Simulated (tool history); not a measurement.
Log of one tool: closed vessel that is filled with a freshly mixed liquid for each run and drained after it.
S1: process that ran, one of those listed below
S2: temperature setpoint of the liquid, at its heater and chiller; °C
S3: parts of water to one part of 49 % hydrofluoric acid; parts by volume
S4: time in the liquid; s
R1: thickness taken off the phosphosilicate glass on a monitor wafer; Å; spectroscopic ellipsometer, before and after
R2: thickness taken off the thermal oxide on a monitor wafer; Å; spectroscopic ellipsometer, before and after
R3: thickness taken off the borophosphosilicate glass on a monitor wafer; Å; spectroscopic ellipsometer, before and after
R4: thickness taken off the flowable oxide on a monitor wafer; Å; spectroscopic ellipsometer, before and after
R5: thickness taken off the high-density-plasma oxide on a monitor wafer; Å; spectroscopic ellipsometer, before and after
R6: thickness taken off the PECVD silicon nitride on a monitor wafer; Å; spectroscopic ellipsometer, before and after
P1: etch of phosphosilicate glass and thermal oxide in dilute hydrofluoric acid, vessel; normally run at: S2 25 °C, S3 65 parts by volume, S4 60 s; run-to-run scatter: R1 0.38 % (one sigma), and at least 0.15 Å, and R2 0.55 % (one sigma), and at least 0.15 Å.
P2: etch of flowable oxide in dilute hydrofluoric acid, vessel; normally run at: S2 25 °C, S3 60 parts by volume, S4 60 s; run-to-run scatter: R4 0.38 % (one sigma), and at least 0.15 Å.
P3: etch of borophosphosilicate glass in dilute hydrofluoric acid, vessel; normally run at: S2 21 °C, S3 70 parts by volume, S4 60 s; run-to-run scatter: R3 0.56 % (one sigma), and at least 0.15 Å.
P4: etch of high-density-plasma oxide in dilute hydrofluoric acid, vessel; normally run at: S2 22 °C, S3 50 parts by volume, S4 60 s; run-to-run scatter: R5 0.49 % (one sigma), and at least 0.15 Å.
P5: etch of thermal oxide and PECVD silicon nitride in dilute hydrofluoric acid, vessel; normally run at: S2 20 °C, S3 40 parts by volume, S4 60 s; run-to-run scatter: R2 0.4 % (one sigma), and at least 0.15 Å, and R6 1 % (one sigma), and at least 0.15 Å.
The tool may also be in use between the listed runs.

| run | day | S1 | S2 | S3 | S4 | R1 | R2 | R3 | R4 | R5 | R6 |
|---|---|---|---|---|---|---|---|---|---|---|---|
| 1 | 0.212 | P1 | 25 | 65 | 60 | 1387.2 | 45.683 |  |  |  |  |
| 2 | 0.658 | P1 | 20 | 65 | 60 | 1131.6 | 37.244 |  |  |  |  |
| 3 | 0.975 | P1 | 18.5 | 25 | 60 | 2897 | 95.63 |  |  |  |  |
| 4 | 1.404 | P3 | 17 | 70 | 60 |  |  | 431.63 |  |  |  |
| 5 | 1.667 | P2 | 30 | 60 | 60 |  |  |  | 295.5 |  |  |
| 6 | 1.871 | P3 | 21 | 70 | 105 |  |  | 887.37 |  |  |  |
| 7 | 2.071 | P2 | 25 | 100 | 60 |  |  |  | 138.36 |  |  |
| 8 | 2.358 | P4 | 22 | 25 | 60 |  |  |  |  | 123.93 |  |
| 9 | 2.617 | P1 | 21.5 | 105 | 60 | 708.99 | 23.608 |  |  |  |  |
| 10 | 3.067 | P3 | 21 | 35 | 60 |  |  | 1052.3 |  |  |  |
| 11 | 3.383 | P2 | 25 | 60 | 60 |  |  |  | 242.18 |  |  |
| 12 | 3.658 | P5 | 20 | 20 | 60 |  | 135.09 |  |  |  | 49.85 |
| 13 | 3.867 | P5 | 24 | 40 | 60 |  | 77.815 |  |  |  | 33.731 |
| 14 | 4.062 | P4 | 22 | 50 | 60 |  |  |  |  | 59.386 |  |
| 15 | 4.338 | P4 | 27.5 | 50 | 60 |  |  |  |  | 74.96 |  |
| 16 | 4.654 | P1 | 25 | 65 | 60 | 1388.4 | 46.03 |  |  |  |  |
| 17 | 5.088 | P5 | 20 | 40 | 60 |  | 66.095 |  |  |  | 25.557 |
| 18 | 5.433 | P1 | 25 | 115 | 60 | 739.64 | 24.161 |  |  |  |  |
| 19 | 5.688 | P2 | 25 | 60 | 110 |  |  |  | 442.6 |  |  |
| 20 | 6.125 | P1 | 25 | 40 | 60 | 2330.2 | 76.493 |  |  |  |  |
| 21 | 6.521 | P2 | 25 | 60 | 60 |  |  |  | 242.2 |  |  |
| 22 | 6.812 | P1 | 25 | 65 | 60 | 1395.8 | 45.916 |  |  |  |  |
| 23 | 7.092 | P3 | 21 | 70 | 60 |  |  | 505 |  |  |  |
| 24 | 7.329 | P5 | 20 | 40 | 115 |  | 127.8 |  |  |  | 49.033 |
| 25 | 7.683 | P1 | 25 | 65 | 60 | 1389.4 | 45.797 |  |  |  |  |
| 26 | 8.129 | P1 | 25 | 65 | 115 | 2674.5 | 87.271 |  |  |  |  |
| 27 | 8.362 | P1 | 33 | 65 | 60 | 1895.5 | 62.25 |  |  |  |  |
| 28 | 8.608 | P4 | 22 | 50 | 115 |  |  |  |  | 115.12 |  |
| 29 | 9.029 | P1 | 25 | 65 | 60 | 1388.4 | 45.524 |  |  |  |  |
| 30 | 9.279 | P1 | 25 | 65 | 30 | 698.39 | 22.769 |  |  |  |  |
| 31 | 9.538 | P3 | 21 | 70 | 60 |  |  | 505.92 |  |  |  |
| 32 | 9.767 | P1 | 25 | 65 | 60 | 1391.6 | 45.959 |  |  |  |  |
| 33 | 10.2 | P1 | 25 | 65 | 60 | 1343.6 | 44.618 |  |  |  |  |
| 34 | 10.446 | P1 | 25 | 65 | 60 | 1335 | 43.825 |  |  |  |  |
| 35 | 10.862 | P1 | 25 | 65 | 60 | 1314.5 | 43.292 |  |  |  |  |

Forecast run 36:
| 36 | 11.108 | P1 | 25 | 65 | 60 | ? | ? |  |  |  |  |

R1: 1311.2 Å
R2: 43.059 Å
